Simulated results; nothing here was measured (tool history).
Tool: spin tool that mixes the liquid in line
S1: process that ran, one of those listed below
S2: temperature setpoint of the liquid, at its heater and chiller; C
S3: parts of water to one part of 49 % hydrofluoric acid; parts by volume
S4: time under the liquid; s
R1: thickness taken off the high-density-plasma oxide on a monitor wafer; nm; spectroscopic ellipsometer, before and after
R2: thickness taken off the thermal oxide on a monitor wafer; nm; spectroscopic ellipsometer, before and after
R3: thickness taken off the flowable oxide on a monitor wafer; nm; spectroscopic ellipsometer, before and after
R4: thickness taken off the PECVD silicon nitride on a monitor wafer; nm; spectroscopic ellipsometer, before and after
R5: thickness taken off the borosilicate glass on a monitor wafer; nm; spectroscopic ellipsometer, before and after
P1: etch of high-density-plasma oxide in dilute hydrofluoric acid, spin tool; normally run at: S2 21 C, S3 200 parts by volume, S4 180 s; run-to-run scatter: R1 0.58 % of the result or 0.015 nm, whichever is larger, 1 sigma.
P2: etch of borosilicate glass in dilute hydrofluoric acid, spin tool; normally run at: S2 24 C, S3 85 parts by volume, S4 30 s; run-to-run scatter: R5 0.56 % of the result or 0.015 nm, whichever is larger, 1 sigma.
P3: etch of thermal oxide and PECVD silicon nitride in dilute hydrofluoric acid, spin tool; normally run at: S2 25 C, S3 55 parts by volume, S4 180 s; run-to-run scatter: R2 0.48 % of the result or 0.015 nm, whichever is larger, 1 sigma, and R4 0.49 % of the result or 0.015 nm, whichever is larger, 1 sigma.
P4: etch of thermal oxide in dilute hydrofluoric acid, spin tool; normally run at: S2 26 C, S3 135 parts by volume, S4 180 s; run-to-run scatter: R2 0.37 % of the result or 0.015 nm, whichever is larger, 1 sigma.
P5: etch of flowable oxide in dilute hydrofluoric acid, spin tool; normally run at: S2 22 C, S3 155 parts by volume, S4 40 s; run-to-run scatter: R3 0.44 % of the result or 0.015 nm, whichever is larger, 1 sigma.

run	hour	S1	S2	S3	S4	R1	R2	R3	R4	R5
1	6.8	P1	21	200	180	5.0617				
2	20.2	P1	21	65	180	17.828				
3	30.2	P4	26	135	180		6.4284			
4	44.8	P4	26	135	340		12.055			
5	51.9	P5	22	155	40			8.9886		
6	60.1	P1	21	115	315	16.879				
7	74.5	P5	22	155	40			9.0626		
8	83.3	P1	26.5	200	180	6.2481				
9	94.3	P3	25	55	25		2.3954		1.2901	
10	104	P3	25	55	180		17.165		9.1192	
11	114.4	P5	28.5	155	40			11.393		
12	124	P1	21	200	365	10.158				
13	134.3	P1	21	200	180	5.0803				
14	147.6	P2	19.5	85	30					13.278
15	156.6	P4	26	235	180		3.2579			
16	163.5	P4	32	135	180		7.9804			
17	176.1	P1	17	200	180	4.3571				
18	186.3	P1	21	345	180	2.5312				
19	198.1	P5	22	270	40			4.6335		
20	208.5	P3	30.5	55	180		21.421		13.079	
21	214.8	P5	22	155	15			3.4		
22	223.1	P2	24	85	15					7.8828
23	231.5	P1	26.5	45	180	33.473				
24	245.1	P1	21	200	180	5.0565				
25	253.6	P3	25	85	180		10.613		5.9467	
26	264.1	P1	21	200	180	5.0743				
27	274.6	P1	21	75	335	28.944				
28	285.3	P2	24	85	30					15.854
29	294.3	P2	24	150	30					8.3862
30	304.5	P1	21	200	15	0.43562				
31	318.8	P3	25	55	180		16.987		9.1509	
32	325.3	P1	21	200	180	5.0582				
33	333.8	P1	21	200	180	5.1829				
34	344.7	P1	21	200	180	5.2687				
35	358.9	P1	21	200	180	5.3369				
36	367.1	P1	21	200	180	5.3699				
37	381.5	P1	21	200	180	5.4089				
38	391.5	P1	21	200	180	5.4049				
39	399.3	P1	21	200	180	5.4528				
40	410.3	P1	21	200	180	5.4814				

What P1 gives has crept away from where it was. These 2 causes fit the log equally well, each at the size given:
A: hydrofluoric acid flow above the setpoint (%) = 5.64
B: liquid hotter than its thermometer reads (K) = 1.74
The creep began at about hour 325.3.

4 check runs are offered, one wafer each, their results left as question marks. Which one tells the causes apart?
check 1	421.3	P4	26	225	285		?			
check 2	421.3	P5	28	225	40			?		
check 3	421.3	P2	20	85	15					?
check 4	421.3	P3	29.5	55	90		?		?	

What each check would give under each cause:
check	result	if A	if B
check 1	R2	5.8458	5.8059
check 2	R3	7.6581	7.5906
check 3	R5	7.1741	7.2574
check 4	R2	10.866	10.957
check 4	R4	6.4923	6.8744
How far apart the two closest causes lie, in the result that separates them most: check 1 0.69 %; check 2 0.88 %; check 3 1.15 %; check 4 5.72 %
Check 4 tells the causes apart: in the others they would give nearly the same result.

Check 4 was then run and gave: R2 11.042 nm; R4 6.886 nm. Which cause is it?

It is B: liquid hotter than its thermometer reads (K).
